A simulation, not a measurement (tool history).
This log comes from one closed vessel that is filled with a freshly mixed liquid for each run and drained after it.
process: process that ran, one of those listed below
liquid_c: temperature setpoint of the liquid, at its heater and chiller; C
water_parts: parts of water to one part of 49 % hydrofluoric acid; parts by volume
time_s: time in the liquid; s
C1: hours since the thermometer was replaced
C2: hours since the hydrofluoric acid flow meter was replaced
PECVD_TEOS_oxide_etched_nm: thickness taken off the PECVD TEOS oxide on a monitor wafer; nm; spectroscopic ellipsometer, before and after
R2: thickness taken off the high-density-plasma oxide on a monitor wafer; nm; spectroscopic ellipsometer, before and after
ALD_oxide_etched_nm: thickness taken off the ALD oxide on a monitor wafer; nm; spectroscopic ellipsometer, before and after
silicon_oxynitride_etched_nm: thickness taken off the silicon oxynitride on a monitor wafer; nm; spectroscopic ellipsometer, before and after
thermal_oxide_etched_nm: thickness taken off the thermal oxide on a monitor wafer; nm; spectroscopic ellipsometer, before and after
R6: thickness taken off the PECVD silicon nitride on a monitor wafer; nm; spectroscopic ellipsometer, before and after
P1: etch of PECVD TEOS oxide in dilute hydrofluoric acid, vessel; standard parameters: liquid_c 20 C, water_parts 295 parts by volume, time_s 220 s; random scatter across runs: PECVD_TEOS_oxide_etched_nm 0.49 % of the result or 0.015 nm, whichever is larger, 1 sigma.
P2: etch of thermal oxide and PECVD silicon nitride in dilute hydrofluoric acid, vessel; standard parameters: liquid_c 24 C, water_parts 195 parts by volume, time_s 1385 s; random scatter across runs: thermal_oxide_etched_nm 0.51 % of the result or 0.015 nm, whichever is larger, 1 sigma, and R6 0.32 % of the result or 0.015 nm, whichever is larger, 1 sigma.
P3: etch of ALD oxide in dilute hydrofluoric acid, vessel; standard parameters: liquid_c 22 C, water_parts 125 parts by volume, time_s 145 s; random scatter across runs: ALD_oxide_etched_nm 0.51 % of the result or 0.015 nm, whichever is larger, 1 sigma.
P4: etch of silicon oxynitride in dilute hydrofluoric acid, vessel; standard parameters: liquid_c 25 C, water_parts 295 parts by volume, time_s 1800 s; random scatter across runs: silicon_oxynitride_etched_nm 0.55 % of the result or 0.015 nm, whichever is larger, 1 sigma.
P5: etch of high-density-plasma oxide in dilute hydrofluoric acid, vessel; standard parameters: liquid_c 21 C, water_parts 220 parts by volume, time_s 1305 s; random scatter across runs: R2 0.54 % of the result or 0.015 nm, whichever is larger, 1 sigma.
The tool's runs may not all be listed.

Run 1, hour 8.6: process P1, liquid_c 20 C, water_parts 295 parts by volume, time_s 220 s; C1 1258.1; C2 320.5. Result: PECVD_TEOS_oxide_etched_nm 7.059 nm.
Run 2, hour 18.2: process P5, liquid_c 21 C, water_parts 220 parts by volume, time_s 2220 s; C1 1267.7; C2 330.1. Result: R2 51.696 nm.
Run 3, hour 23.7: process P5, liquid_c 21 C, water_parts 220 parts by volume, time_s 1305 s; C1 1273.2; C2 335.6. Result: R2 30.585 nm.
Run 4, hour 28.8: process P1, liquid_c 20 C, water_parts 295 parts by volume, time_s 220 s; C1 1278.3; C2 340.7. Result: PECVD_TEOS_oxide_etched_nm 6.9709 nm.
Run 5, hour 37.1: process P5, liquid_c 21 C, water_parts 220 parts by volume, time_s 1305 s; C1 1286.6; C2 349. Result: R2 30.316 nm.
Run 6, hour 46.3: process P3, liquid_c 17 C, water_parts 125 parts by volume, time_s 145 s; C1 1295.8; C2 358.2. Result: ALD_oxide_etched_nm 27.912 nm.
Run 7, hour 57.5: process P4, liquid_c 25 C, water_parts 295 parts by volume, time_s 1800 s; C1 1307; C2 369.4. Result: silicon_oxynitride_etched_nm 15.668 nm.
Run 8, hour 68.3: process P2, liquid_c 24 C, water_parts 195 parts by volume, time_s 2620 s; C1 1317.8; C2 380.2. Result: thermal_oxide_etched_nm 55.661 nm, R6 40.519 nm.
Run 9, hour 74.2: process P1, liquid_c 17 C, water_parts 295 parts by volume, time_s 220 s; C1 1323.7; C2 386.1. Result: PECVD_TEOS_oxide_etched_nm 6.3215 nm.
Run 10, hour 81.6: process P1, liquid_c 20 C, water_parts 295 parts by volume, time_s 315 s; C1 1331.1; C2 393.5. Result: PECVD_TEOS_oxide_etched_nm 10.014 nm.
Run 11, hour 91.6: process P1, liquid_c 20 C, water_parts 295 parts by volume, time_s 30 s; C1 1341.1; C2 403.5. Result: PECVD_TEOS_oxide_etched_nm 0.93987 nm.
Run 12, hour 97.1: process P1, liquid_c 20 C, water_parts 295 parts by volume, time_s 220 s; C1 1346.6; C2 409. Result: PECVD_TEOS_oxide_etched_nm 6.9849 nm.
Run 13, hour 102.1: process P1, liquid_c 20 C, water_parts 425 parts by volume, time_s 405 s; C1 1351.6; C2 414. Result: PECVD_TEOS_oxide_etched_nm 8.0539 nm.
At hour 107.9: hydrofluoric acid flow meter replaced.
Run 14, hour 109.4: process P2, liquid_c 24 C, water_parts 195 parts by volume, time_s 1385 s; C1 1358.9; C2 1.6. Result: thermal_oxide_etched_nm 29.202 nm, R6 21.456 nm.
Run 15, hour 117.8: process P1, liquid_c 20 C, water_parts 180 parts by volume, time_s 220 s; C1 1367.3; C2 10. Result: PECVD_TEOS_oxide_etched_nm 12.777 nm.
Run 16, hour 125.5: process P1, liquid_c 20 C, water_parts 490 parts by volume, time_s 220 s; C1 1375; C2 17.7. Result: PECVD_TEOS_oxide_etched_nm 3.5315 nm.
Run 17, hour 130.5: process P4, liquid_c 17 C, water_parts 295 parts by volume, time_s 1800 s; C1 1380; C2 22.7. Result: silicon_oxynitride_etched_nm 11.023 nm.
Run 18, hour 140.2: process P1, liquid_c 26.5 C, water_parts 295 parts by volume, time_s 220 s; C1 1389.7; C2 32.4. Result: PECVD_TEOS_oxide_etched_nm 8.7742 nm.
At hour 148.1: thermometer replaced.
Run 19, hour 149.6: process P4, liquid_c 25 C, water_parts 295 parts by volume, time_s 885 s; C1 1.5; C2 41.8. Result: silicon_oxynitride_etched_nm 7.7196 nm.
Run 20, hour 158.1: process P2, liquid_c 24 C, water_parts 195 parts by volume, time_s 1385 s; C1 10; C2 50.3. Result: thermal_oxide_etched_nm 29.38 nm, R6 21.413 nm.
Run 21, hour 169.3: process P5, liquid_c 26.5 C, water_parts 220 parts by volume, time_s 1305 s; C1 21.2; C2 61.5. Result: R2 37.273 nm.
Run 22, hour 180.6: process P2, liquid_c 24 C, water_parts 100 parts by volume, time_s 1385 s; C1 32.5; C2 72.8. Result: thermal_oxide_etched_nm 63.859 nm, R6 41.234 nm.
Run 23, hour 188.3: process P3, liquid_c 22 C, water_parts 75 parts by volume, time_s 145 s; C1 40.2; C2 80.5. Result: ALD_oxide_etched_nm 60.448 nm.
Run 24, hour 196.8: process P4, liquid_c 25 C, water_parts 495 parts by volume, time_s 1800 s; C1 48.7; C2 89. Result: silicon_oxynitride_etched_nm 8.1691 nm.
Run 25, hour 204.8: process P1, liquid_c 20 C, water_parts 295 parts by volume, time_s 220 s; C1 56.7; C2 97. Result: PECVD_TEOS_oxide_etched_nm 7.0431 nm.
Run 26, hour 210.3: process P3, liquid_c 22 C, water_parts 125 parts by volume, time_s 285 s; C1 62.2; C2 102.5. Result: ALD_oxide_etched_nm 67.573 nm.
Run 27, hour 217.2: process P1, liquid_c 20 C, water_parts 295 parts by volume, time_s 220 s; C1 69.1; C2 109.4. Result: PECVD_TEOS_oxide_etched_nm 6.9717 nm.
Run 28, hour 228.1: process P1, liquid_c 20 C, water_parts 295 parts by volume, time_s 220 s; C1 80; C2 120.3. Result: PECVD_TEOS_oxide_etched_nm 7.0135 nm.
Run 29, hour 235.9: process P5, liquid_c 21 C, water_parts 340 parts by volume, time_s 1305 s; C1 87.8; C2 128.1. Result: R2 17.687 nm.
Run 30, hour 242.7: process P2, liquid_c 28 C, water_parts 195 parts by volume, time_s 1385 s; C1 94.6; C2 134.9. Result: thermal_oxide_etched_nm 33.593 nm, R6 27.326 nm.
Run 31, hour 253.2: process P1, liquid_c 24 C, water_parts 295 parts by volume, time_s 370 s; C1 105.1; C2 145.4. Result: PECVD_TEOS_oxide_etched_nm 13.579 nm.
Run 32, hour 264.1: process P3, liquid_c 22 C, water_parts 125 parts by volume, time_s 145 s; C1 116; C2 156.3. Result: ALD_oxide_etched_nm 34.373 nm.
Run 33, hour 269.9: process P1, liquid_c 20 C, water_parts 295 parts by volume, time_s 220 s; C1 121.8; C2 162.1. Result: PECVD_TEOS_oxide_etched_nm 6.9544 nm.
Run 34, hour 275.6: process P1, liquid_c 20 C, water_parts 295 parts by volume, time_s 220 s; C1 127.5; C2 167.8. Result: PECVD_TEOS_oxide_etched_nm 7.0131 nm.
Run 35, hour 286.4: process P1, liquid_c 20 C, water_parts 295 parts by volume, time_s 220 s; C1 138.3; C2 178.6. Result: PECVD_TEOS_oxide_etched_nm 7.2191 nm.
Run 36, hour 292.2: process P1, liquid_c 20 C, water_parts 295 parts by volume, time_s 220 s; C1 144.1; C2 184.4. Result: PECVD_TEOS_oxide_etched_nm 7.2702 nm.
Run 37, hour 297.8: process P1, liquid_c 20 C, water_parts 295 parts by volume, time_s 220 s; C1 149.7; C2 190. Result: PECVD_TEOS_oxide_etched_nm 7.3015 nm.
Run 38, hour 307.1: process P1, liquid_c 20 C, water_parts 295 parts by volume, time_s 220 s; C1 159; C2 199.3. Result: PECVD_TEOS_oxide_etched_nm 7.3087 nm.
Run 39, hour 317.2: process P1, liquid_c 20 C, water_parts 295 parts by volume, time_s 220 s; C1 169.1; C2 209.4. Result: PECVD_TEOS_oxide_etched_nm 7.452 nm.
Run 40, hour 325.3: process P1, liquid_c 20 C, water_parts 295 parts by volume, time_s 220 s; C1 177.2; C2 217.5. Result: PECVD_TEOS_oxide_etched_nm 7.4007 nm.
Run 41, hour 330.7: process P1, liquid_c 20 C, water_parts 295 parts by volume, time_s 220 s; C1 182.6; C2 222.9. Result: PECVD_TEOS_oxide_etched_nm 7.4353 nm.

Run 42, settings as shown, results not yet in. Your forecast:
Run 42, hour 341.8: process P1, liquid_c 20 C, water_parts 295 parts by volume, time_s 220 s; C1 193.7; C2 234. Result: PECVD_TEOS_oxide_etched_nm ?.

PECVD_TEOS_oxide_etched_nm: 7.4065 nm
